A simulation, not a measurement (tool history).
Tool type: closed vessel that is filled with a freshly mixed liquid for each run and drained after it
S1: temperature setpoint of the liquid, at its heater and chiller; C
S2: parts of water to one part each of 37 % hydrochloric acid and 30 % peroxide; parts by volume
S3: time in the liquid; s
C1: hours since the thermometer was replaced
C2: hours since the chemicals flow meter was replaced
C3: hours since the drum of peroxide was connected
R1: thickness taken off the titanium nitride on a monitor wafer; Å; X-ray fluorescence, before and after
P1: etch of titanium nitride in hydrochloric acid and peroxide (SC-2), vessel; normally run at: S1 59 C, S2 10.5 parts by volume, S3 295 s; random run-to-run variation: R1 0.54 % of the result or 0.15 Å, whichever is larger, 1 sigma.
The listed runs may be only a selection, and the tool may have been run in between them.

run,hour,S1,S2,S3,C1,C2,C3,R1
1,7.4,59,10.5,295,901.8,1336,663.5,150.04
2,14.7,59,10.5,295,909.1,1343.3,670.8,150.22
# hour 16.4: new drum of peroxide connected
3,25.9,59,4,295,920.3,1354.5,9.6,312.92
4,35.5,59,10.5,30,929.9,1364.1,19.2,15.23
5,48.5,59,16,295,942.9,1377.1,32.2,103.97
6,59,59,16,40,953.4,1387.6,42.7,14.362
7,66.1,47.5,10.5,570,960.5,1394.7,49.8,135.69
8,76.7,59,10.5,420,971.1,1405.3,60.4,213.52
9,84.5,59,15.5,165,978.9,1413.1,68.2,59.165
10,91.4,59,10.5,295,985.8,1420,75.1,149.53
11,104.5,72,10.5,295,998.9,1433.1,88.2,328.04
12,116.4,42.5,10.5,295,1010.8,1445,100.1,50.396
13,122.6,59,10.5,295,1017,1451.2,106.3,150.4
14,135.6,59,10.5,295,1030,1464.2,119.3,149.58
15,143.5,59,10.5,295,1037.9,1472.1,127.2,145.68
16,155.5,59,10.5,295,1049.9,1484.1,139.2,140.22
17,163.7,59,10.5,295,1058.1,1492.3,147.4,140.37
18,170.7,59,10.5,295,1065.1,1499.3,154.4,138.03
19,179.6,59,10.5,295,1074,1508.2,163.3,138.76
# hour 183.8: new drum of peroxide connected
20,186.2,59,10.5,295,1080.6,1514.8,2.5,138.22
21,195.3,59,10.5,295,1089.7,1523.9,11.6,137.63
22,202.5,59,10.5,295,1096.9,1531.1,18.8,136.51
23,215.2,59,10.5,295,1109.6,1543.8,31.5,136.27
24,224.1,59,10.5,295,1118.5,1552.7,40.4,136.56

Compared with where it was, what P1 gives has crept away. Each cause listed below fits the log as well as the rest, at the size given for it:
A: chemicals flow below the setpoint (%) = 10.4
B: liquid colder than its thermometer reads (K) = 1.47
The onset of the drift is placed at about hour 135.6.
What rules out each remaining cause:
peroxide weaker than its label (%): serviced after onset, at hour 183.8, with no recovery of the prior output

Each of the check runs listed below is run on 3 wafers and reports their average, with the results left as question marks. Pick the one under which the possible causes would lead to clearly different results.
check 1,233,45,4,295,,,,?
check 2,233,70.5,10.5,30,,,,?
check 3,233,66.5,10.5,295,,,,?
check 4,233,72,10.5,295,,,,?

What every check run would give for each of its results, assuming each possible cause in turn:
check,result,if A,if B
check 1,R1,114.85,111.78
check 2,R1,27.918,28.086
check 3,R1,216.25,217.1
check 4,R1,299.79,301.83
Distance between the nearest two causes, measured in the result of the check that separates them most: check 1 2.71 %; check 2 0.6 %; check 3 0.39 %; check 4 0.68 %
Check 1 tells the causes apart: in the others they would give nearly the same result.

After running check 1, the following was obtained: R1 114.75 Å. Which cause does this point to?

The correct cause is A, namely: chemicals flow below the setpoint (%).
